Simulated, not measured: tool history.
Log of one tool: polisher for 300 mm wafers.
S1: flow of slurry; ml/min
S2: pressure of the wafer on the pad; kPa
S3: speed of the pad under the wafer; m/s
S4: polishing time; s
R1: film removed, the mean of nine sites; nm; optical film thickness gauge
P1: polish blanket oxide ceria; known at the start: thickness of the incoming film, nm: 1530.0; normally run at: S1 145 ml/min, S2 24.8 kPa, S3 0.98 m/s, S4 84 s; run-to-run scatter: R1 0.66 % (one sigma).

run   hour   S1    S2    S3   S4      R1
  1   13.2  145  24.8  0.98   84  411.32
  2   27.7  145  24.8  0.98   84  416.26
  3   42.4   85  33.1  0.98   84  491.07
  4   54.9  145  24.8  0.98   43  211.46
  5   63.0  145  24.8  0.46   53  123.19
  6   70.4  145  24.8  0.68   84  288.67
  7   77.3  145  24.8  0.56  116  329.79
  8   84.5  145  24.8  0.98  125  612.79
  9   99.8  145  35.9  0.98   84  601.73
 10  113.0  145  24.8  0.98   84  411.50
 11  126.7  145  24.8  0.98   84  414.79
 12  138.3  145  24.8  1.54   84  659.39
 13  151.7  145  12.4  0.98   84  211.40
 14  161.7  145  24.8  0.98   84  411.75
 15  173.1  145  24.8  0.98   84  409.93
 16  181.3   85  24.8  0.98   84  370.01
 17  190.9  210  24.8  0.98   84  444.57
 18  199.9  145  24.8  0.98   84  418.58
 19  207.5  145  24.8  0.98   84  411.11
 20  216.0  145  24.8  0.98   84  400.36
 21  226.7  145  24.8  0.98   84  393.99
 22  233.7  145  24.8  0.98   84  392.28
 23  247.2  145  24.8  0.98   84  383.64
 24  257.3  145  24.8  0.98   84  380.67
 25  266.3  145  24.8  0.98   84  378.51
     274.9  -- head pressure recalibrated
 26  278.4  145  24.8  0.98   84  376.73
 27  291.9  145  24.8  0.98   84  377.03
 28  302.0  145  24.8  0.98   84  380.24

What P1 gives has crept away from where it was. These 2 causes fit the log equally well, each at the size given:
A: slurry flow missing at the pad, % = 36.3
B: removal rate lost through wear of the pad, % = 9.38
The creep began at about hour 199.9.
Why every other cause is out:
head's pressure below its setpoint, %: serviced at hour 274.9, which brought nothing back

4 check runs are offered, each on 2 wafers whose results are averaged, their results left as question marks. Which one tells the causes apart?
check 1  312.1   95  24.8  0.98  84   ?
check 2  312.1  145  16.5  0.98  84   ?
check 3  312.1  145  15.9  0.98  84   ?
check 4  312.1  145  24.8  1.46  84   ?

What each check would give under each cause:
  check  result    if A    if B
check 1      R1  328.96  343.80
check 2      R1  251.06  251.11
check 3      R1  240.60  240.65
check 4      R1  561.05  561.16
How far apart the two closest causes lie, in the result that separates them most: check 1 4.41 %; check 2 0.02 %; check 3 0.02 %; check 4 0.02 %
Only check 1 tells the causes apart: in the others they would give nearly the same result.

Check 1 was then run and gave: R1 326.50 nm. Which cause is it?

It is A: slurry flow missing at the pad, %.

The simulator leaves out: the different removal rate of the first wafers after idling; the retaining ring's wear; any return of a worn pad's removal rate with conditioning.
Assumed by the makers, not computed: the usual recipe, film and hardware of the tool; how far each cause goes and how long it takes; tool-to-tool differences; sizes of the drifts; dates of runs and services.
